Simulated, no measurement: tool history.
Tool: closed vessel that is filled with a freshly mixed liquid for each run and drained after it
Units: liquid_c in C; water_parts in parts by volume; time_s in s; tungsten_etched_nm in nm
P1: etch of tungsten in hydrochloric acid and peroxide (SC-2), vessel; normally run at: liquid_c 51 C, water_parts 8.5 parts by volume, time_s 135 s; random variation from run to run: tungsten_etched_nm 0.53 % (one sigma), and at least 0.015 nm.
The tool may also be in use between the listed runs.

run,hour,liquid_c,water_parts,time_s,tungsten_etched_nm
1,12.1,51,8.5,135,35.555
2,23.3,51,14.5,135,22.562
3,33.2,51,8.5,30,7.8222
4,46.9,51,8.5,135,35.433
5,60.3,51,8.5,135,35.453
6,68.2,51,8.5,135,35.11
7,74.6,36.5,8.5,135,12.796
# hour 84.9: new drum of peroxide connected
8,86.3,64.5,8.5,235,145.3
9,100,51,8.5,255,67.363
10,111.8,67,8.5,135,97.632
11,125.1,51,5,55,21.632
12,136.4,51,4,135,61.789
13,147.5,51,8.5,135,35.564
14,158.7,51,8.5,135,35.105
15,172.1,51,8.5,135,36.499
16,183.6,51,8.5,135,37.892
17,196.2,51,8.5,135,38.23
18,205,51,8.5,135,38.003
19,212.2,51,8.5,135,38.425
20,226,51,8.5,135,38.316

What P1 gives has crept away from where it was. These 2 causes fit the log equally well, each at the size given:
A: liquid hotter than its thermometer reads (K) = 1.24
B: chemicals flow above the setpoint (%) = 10.7
The creep began at about hour 158.7.
Why every other cause is out:
peroxide weaker than its label (%): at most 8, which would move tungsten_etched_nm by -7.3 %: too little, or the wrong way

4 check runs are offered, each on 3 wafers whose results are averaged, their results left as question marks. Which one tells the causes apart?
check 1,239.8,66.5,5,135,?
check 2,239.8,38.5,4,135,?
check 3,239.8,41,8.5,245,?
check 4,239.8,64,8.5,30,?

What each check would give under each cause:
check,result,if A,if B
check 1,tungsten_etched_nm,152.56,152.09
check 2,tungsten_etched_nm,28.614,27.995
check 3,tungsten_etched_nm,35.398,35.2
check 4,tungsten_etched_nm,19.436,19.55
How far apart the two closest causes lie, in the result that separates them most: check 1 0.31 %; check 2 2.19 %; check 3 0.56 %; check 4 0.58 %
Only check 2 tells the causes apart: in the others they would give nearly the same result.

Check 2 was then run and gave: tungsten_etched_nm 28.684 nm. Which cause is it?

It is A: liquid hotter than its thermometer reads (K).

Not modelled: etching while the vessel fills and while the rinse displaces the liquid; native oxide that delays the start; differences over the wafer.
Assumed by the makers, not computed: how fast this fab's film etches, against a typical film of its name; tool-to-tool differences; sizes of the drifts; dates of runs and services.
